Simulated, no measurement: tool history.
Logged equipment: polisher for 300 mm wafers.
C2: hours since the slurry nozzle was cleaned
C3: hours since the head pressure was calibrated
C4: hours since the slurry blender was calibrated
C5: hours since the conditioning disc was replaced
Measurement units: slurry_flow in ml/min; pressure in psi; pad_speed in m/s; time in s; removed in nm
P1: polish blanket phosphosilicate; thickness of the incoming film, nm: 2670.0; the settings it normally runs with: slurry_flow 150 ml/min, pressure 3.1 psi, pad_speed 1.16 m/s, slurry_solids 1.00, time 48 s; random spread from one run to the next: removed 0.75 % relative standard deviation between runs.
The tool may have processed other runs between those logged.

run 1 hour=9.9 | slurry_flow=150 pressure=3.1 pad_speed=1.16 slurry_solids=1.00 time=48 | wafers_polished_on_this_pad=374 C2=107.8 C3=356.5 C4=191.2 C5=176.4 | removed=547.12
run 2 hour=17.4 | slurry_flow=150 pressure=3.1 pad_speed=1.16 slurry_solids=1.40 time=48 | wafers_polished_on_this_pad=442 C2=115.3 C3=364.0 C4=198.7 C5=183.9 | removed=617.43
run 3 hour=25.1 | slurry_flow=150 pressure=3.1 pad_speed=1.60 slurry_solids=1.00 time=48 | wafers_polished_on_this_pad=511 C2=123.0 C3=371.7 C4=206.4 C5=191.6 | removed=704.53
run 4 hour=30.0 | slurry_flow=150 pressure=3.1 pad_speed=1.16 slurry_solids=1.00 time=23 | wafers_polished_on_this_pad=555 C2=127.9 C3=376.6 C4=211.3 C5=196.5 | removed=255.63
run 5 hour=36.6 | slurry_flow=150 pressure=3.9 pad_speed=1.16 slurry_solids=1.00 time=48 | wafers_polished_on_this_pad=615 C2=134.5 C3=383.2 C4=217.9 C5=203.1 | removed=686.90
run 6 hour=44.3 | slurry_flow=150 pressure=3.1 pad_speed=1.16 slurry_solids=1.00 time=68 | wafers_polished_on_this_pad=684 C2=142.2 C3=390.9 C4=225.6 C5=210.8 | removed=765.89
run 7 hour=53.8 | slurry_flow=150 pressure=3.1 pad_speed=0.56 slurry_solids=1.00 time=48 | wafers_polished_on_this_pad=769 C2=151.7 C3=400.4 C4=235.1 C5=220.3 | removed=301.81
run 8 hour=58.5 | slurry_flow=150 pressure=2.1 pad_speed=1.16 slurry_solids=1.00 time=48 | wafers_polished_on_this_pad=812 C2=156.4 C3=405.1 C4=239.8 C5=225.0 | removed=364.69
run 9 hour=68.0 | slurry_flow=150 pressure=3.1 pad_speed=1.16 slurry_solids=1.00 time=48 | wafers_polished_on_this_pad=897 C2=165.9 C3=414.6 C4=249.3 C5=234.5 | removed=547.74
run 10 hour=72.7 | slurry_flow=90 pressure=3.1 pad_speed=1.16 slurry_solids=1.00 time=48 | wafers_polished_on_this_pad=940 C2=170.6 C3=419.3 C4=254.0 C5=239.2 | removed=480.09
run 11 hour=78.4 | slurry_flow=195 pressure=3.1 pad_speed=1.16 slurry_solids=1.00 time=48 | wafers_polished_on_this_pad=991 C2=176.3 C3=425.0 C4=259.7 C5=244.9 | removed=563.73
run 12 hour=85.3 | slurry_flow=150 pressure=3.1 pad_speed=1.16 slurry_solids=0.55 time=48 | wafers_polished_on_this_pad=1053 C2=183.2 C3=431.9 C4=266.6 C5=251.8 | removed=397.51
-- hour=88.8 head pressure recalibrated
run 13 hour=93.3 | slurry_flow=90 pressure=1.7 pad_speed=1.16 slurry_solids=1.00 time=48 | wafers_polished_on_this_pad=1125 C2=191.2 C3=4.5 C4=274.6 C5=259.8 | removed=268.47
run 14 hour=101.4 | slurry_flow=150 pressure=3.1 pad_speed=1.16 slurry_solids=1.00 time=48 | wafers_polished_on_this_pad=1198 C2=199.3 C3=12.6 C4=282.7 C5=267.9 | removed=544.71
run 15 hour=106.5 | slurry_flow=95 pressure=3.1 pad_speed=1.16 slurry_solids=1.35 time=48 | wafers_polished_on_this_pad=1244 C2=204.4 C3=17.7 C4=287.8 C5=273.0 | removed=552.91
-- hour=109.8 slurry nozzle cleaned
run 16 hour=110.9 | slurry_flow=150 pressure=3.1 pad_speed=1.16 slurry_solids=1.00 time=48 | wafers_polished_on_this_pad=1284 C2=1.2 C3=22.1 C4=292.2 C5=277.4 | removed=538.89
run 17 hour=117.4 | slurry_flow=150 pressure=3.1 pad_speed=1.16 slurry_solids=1.00 time=48 | wafers_polished_on_this_pad=1342 C2=7.7 C3=28.6 C4=298.7 C5=283.9 | removed=543.57
run 18 hour=127.2 | slurry_flow=150 pressure=3.1 pad_speed=1.16 slurry_solids=1.00 time=48 | wafers_polished_on_this_pad=1431 C2=17.5 C3=38.4 C4=308.5 C5=293.7 | removed=542.64
run 19 hour=134.2 | slurry_flow=220 pressure=3.1 pad_speed=0.54 slurry_solids=1.00 time=48 | wafers_polished_on_this_pad=1494 C2=24.5 C3=45.4 C4=315.5 C5=300.7 | removed=315.57
run 20 hour=140.5 | slurry_flow=150 pressure=3.1 pad_speed=1.16 slurry_solids=1.00 time=48 | wafers_polished_on_this_pad=1551 C2=30.8 C3=51.7 C4=321.8 C5=307.0 | removed=543.26
run 21 hour=149.2 | slurry_flow=150 pressure=3.1 pad_speed=1.16 slurry_solids=1.00 time=48 | wafers_polished_on_this_pad=1629 C2=39.5 C3=60.4 C4=330.5 C5=315.7 | removed=511.97
run 22 hour=157.0 | slurry_flow=150 pressure=3.1 pad_speed=1.16 slurry_solids=1.00 time=48 | wafers_polished_on_this_pad=1699 C2=47.3 C3=68.2 C4=338.3 C5=323.5 | removed=506.40
-- hour=160.6 conditioning disc replaced and pad reconditioned
-- hour=162.8 worn pad replaced by a new one
-- hour=165.0 slurry nozzle cleaned
run 23 hour=167.0 | slurry_flow=150 pressure=3.1 pad_speed=1.16 slurry_solids=1.00 time=48 | wafers_polished_on_this_pad=37 C2=2.0 C3=78.2 C4=348.3 C5=6.4 | removed=488.38

Run 24, settings as shown, results not yet in. Your forecast:
run 24 hour=172.7 | slurry_flow=150 pressure=3.1 pad_speed=1.16 slurry_solids=1.00 time=48 | wafers_polished_on_this_pad=89 C2=7.7 C3=83.9 C4=354.0 C5=12.1 | removed=?

removed: 489.57 nm
